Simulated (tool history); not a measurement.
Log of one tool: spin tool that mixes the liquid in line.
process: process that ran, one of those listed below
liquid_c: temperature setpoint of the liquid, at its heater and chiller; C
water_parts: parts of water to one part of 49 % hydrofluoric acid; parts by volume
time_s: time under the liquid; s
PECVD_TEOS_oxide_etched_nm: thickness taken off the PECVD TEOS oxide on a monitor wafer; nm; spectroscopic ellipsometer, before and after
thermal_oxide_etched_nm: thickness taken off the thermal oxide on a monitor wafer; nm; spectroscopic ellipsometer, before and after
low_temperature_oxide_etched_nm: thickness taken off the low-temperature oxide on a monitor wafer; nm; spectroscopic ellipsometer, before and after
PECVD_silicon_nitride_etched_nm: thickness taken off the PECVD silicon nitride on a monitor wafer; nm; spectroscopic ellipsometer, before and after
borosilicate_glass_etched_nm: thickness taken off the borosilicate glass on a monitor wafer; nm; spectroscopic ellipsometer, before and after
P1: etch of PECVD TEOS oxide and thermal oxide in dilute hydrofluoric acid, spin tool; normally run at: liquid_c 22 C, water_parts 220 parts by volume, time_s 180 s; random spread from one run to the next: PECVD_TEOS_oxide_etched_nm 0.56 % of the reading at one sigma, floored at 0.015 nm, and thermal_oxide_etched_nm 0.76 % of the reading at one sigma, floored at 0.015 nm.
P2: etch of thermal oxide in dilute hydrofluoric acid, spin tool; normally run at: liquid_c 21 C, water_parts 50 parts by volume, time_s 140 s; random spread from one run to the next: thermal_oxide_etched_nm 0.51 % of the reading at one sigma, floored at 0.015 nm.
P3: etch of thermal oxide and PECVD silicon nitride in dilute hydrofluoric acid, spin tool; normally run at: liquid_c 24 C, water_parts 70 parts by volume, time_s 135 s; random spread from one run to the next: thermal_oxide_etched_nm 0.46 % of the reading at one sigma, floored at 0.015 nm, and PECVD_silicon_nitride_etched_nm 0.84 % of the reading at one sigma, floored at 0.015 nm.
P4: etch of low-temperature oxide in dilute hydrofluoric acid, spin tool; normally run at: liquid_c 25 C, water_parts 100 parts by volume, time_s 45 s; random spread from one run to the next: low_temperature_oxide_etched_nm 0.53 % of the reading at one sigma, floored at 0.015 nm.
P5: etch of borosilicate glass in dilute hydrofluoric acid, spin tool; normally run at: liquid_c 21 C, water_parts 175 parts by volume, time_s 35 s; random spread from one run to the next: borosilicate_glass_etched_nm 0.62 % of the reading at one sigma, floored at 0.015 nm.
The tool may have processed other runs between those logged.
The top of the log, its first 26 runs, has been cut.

run     day  process  liquid_c  water_parts  time_s  hours since the thermometer was replaced  hours since the hydrofluoric acid flow meter was replaced  PECVD_TEOS_oxide_etched_nm  thermal_oxide_etched_nm  low_temperature_oxide_etched_nm  PECVD_silicon_nitride_etched_nm  borosilicate_glass_etched_nm
 27  15.179       P2        21           50     140                                    1021.3                                                     1955.8                                                12.64
 28  15.767       P3        17           70     135                                    1035.4                                                     1969.9                                               6.7722                                                            1.9757
 29  16.462       P1        22          220     350                                    1052.1                                                     1986.6                      23.406                   6.4711
 30  17.117       P5        27          175      35                                    1067.8                                                     2002.3                                                                                                                                               6.8971
 31  17.488       P5        21          175      35                                    1076.7                                                     2011.2                                                                                                                                               5.4839
 32  18.167       P2        21           50     140                                      1093                                                     2027.5                                               12.536
 33  18.604       P1        22          220     180                                    1103.5                                                       2038                      11.841                   3.3791
 34  19.062       P1        22          220     180                                    1114.5                                                       2049                      11.601                   3.2556
 35  19.471       P1        22          220     180                                    1124.3                                                     2058.8                      11.368                   3.2251
 36  19.888       P1        22          220     180                                    1134.3                                                     2068.8                      11.377                   3.0762
 37  20.496       P1        22          220     180                                    1148.9                                                     2083.4                      11.208                   3.1432
 38  20.842       P1        22          220     180                                    1157.2                                                     2091.7                       11.18                   3.1654
 39  21.225       P1        22          220     180                                    1166.4                                                     2100.9                      11.036                   3.1261
 40    21.8       P1        22          220     180                                    1180.2                                                     2114.7                       10.93                   3.0794

Run 41, settings as shown, results not yet in. Your forecast:
 41  22.488       P1        22          220     180                                    1196.7                                                     2131.2                           ?                        ?

Logged for run 41: PECVD_TEOS_oxide_etched_nm 11.009 nm, thermal_oxide_etched_nm 3.0239 nm.
